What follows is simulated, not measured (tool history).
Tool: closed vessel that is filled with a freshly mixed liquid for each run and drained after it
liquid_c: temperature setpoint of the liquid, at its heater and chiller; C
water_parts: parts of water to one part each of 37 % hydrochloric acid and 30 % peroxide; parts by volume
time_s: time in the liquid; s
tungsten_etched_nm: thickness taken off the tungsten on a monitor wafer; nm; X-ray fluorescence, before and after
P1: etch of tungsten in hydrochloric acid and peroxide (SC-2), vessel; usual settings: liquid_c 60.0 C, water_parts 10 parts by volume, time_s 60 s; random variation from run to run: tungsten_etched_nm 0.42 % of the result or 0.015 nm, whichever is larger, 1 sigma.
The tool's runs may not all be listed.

| run | hour | liquid_c | water_parts | time_s | hours since the thermometer was replaced | hours since the chemicals flow meter was replaced | hours since the drum of peroxide was connected | tungsten_etched_nm |
|---|---|---|---|---|---|---|---|---|
| 1 | 8.5 | 60.0 | 10 | 60 | 1046.9 | 146.0 | 281.4 | 14.7600 |
| 2 | 16.0 | 60.0 | 4 | 60 | 1054.4 | 153.5 | 288.9 | 29.7470 |
| 3 | 30.1 | 60.0 | 10 | 30 | 1068.5 | 167.6 | 303.0 | 7.4561 |
| 4 | 45.1 | 47.5 | 10 | 60 | 1083.5 | 182.6 | 318.0 | 6.6224 |
| 5 | 52.6 | 60.0 | 10 | 60 | 1091.0 | 190.1 | 325.5 | 14.8200 |
| 6 | 66.6 | 60.0 | 17 | 60 | 1105.0 | 204.1 | 339.5 | 9.3912 |
| 7 | 78.5 | 60.0 | 10 | 60 | 1116.9 | 216.0 | 351.4 | 14.8590 |
| 8 | 86.5 | 72.0 | 10 | 60 | 1124.9 | 224.0 | 359.4 | 30.8480 |
| 9 | 94.8 | 60.0 | 10 | 60 | 1133.2 | 232.3 | 367.7 | 14.9060 |
| 10 | 106.4 | 60.0 | 10 | 110 | 1144.8 | 243.9 | 379.3 | 27.1770 |
| 11 | 119.8 | 60.0 | 17 | 30 | 1158.2 | 257.3 | 392.7 | 4.7171 |
| 12 | 126.5 | 71.0 | 10 | 30 | 1164.9 | 264.0 | 399.4 | 14.4990 |
| 13 | 137.6 | 60.0 | 10 | 60 | 1176.0 | 275.1 | 410.5 | 14.8820 |
| 14 | 144.9 | 60.0 | 10 | 60 | 1183.3 | 282.4 | 417.8 | 14.9450 |
| 15 | 158.9 | 60.0 | 10 | 60 | 1197.3 | 296.4 | 431.8 | 15.2720 |
| 16 | 172.4 | 60.0 | 10 | 60 | 1210.8 | 309.9 | 445.3 | 15.5970 |
| 17 | 186.1 | 60.0 | 10 | 60 | 1224.5 | 323.6 | 459.0 | 15.7050 |
| 18 | 194.3 | 60.0 | 10 | 60 | 1232.7 | 331.8 | 467.2 | 15.9010 |
| 19 | 207.8 | 60.0 | 10 | 60 | 1246.2 | 345.3 | 480.7 | 15.9530 |
| 20 | 222.2 | 60.0 | 10 | 60 | 1260.6 | 359.7 | 495.1 | 15.9490 |
| 21 | 229.3 | 60.0 | 10 | 60 | 1267.7 | 366.8 | 502.2 | 15.9190 |
| 22 | 244.5 | 60.0 | 10 | 60 | 1282.9 | 382.0 | 517.4 | 15.9550 |
| 23 | 253.5 | 60.0 | 10 | 60 | 1291.9 | 391.0 | 526.4 | 16.0370 |
| 24 | 264.6 | 60.0 | 10 | 60 | 1303.0 | 402.1 | 537.5 | 15.8970 |

The next listed run, before its measurement:
| 25 | 274.4 | 60.0 | 10 | 60 | 1312.8 | 411.9 | 547.3 | ? |

Run 25 gave tungsten_etched_nm 16.0390 nm.

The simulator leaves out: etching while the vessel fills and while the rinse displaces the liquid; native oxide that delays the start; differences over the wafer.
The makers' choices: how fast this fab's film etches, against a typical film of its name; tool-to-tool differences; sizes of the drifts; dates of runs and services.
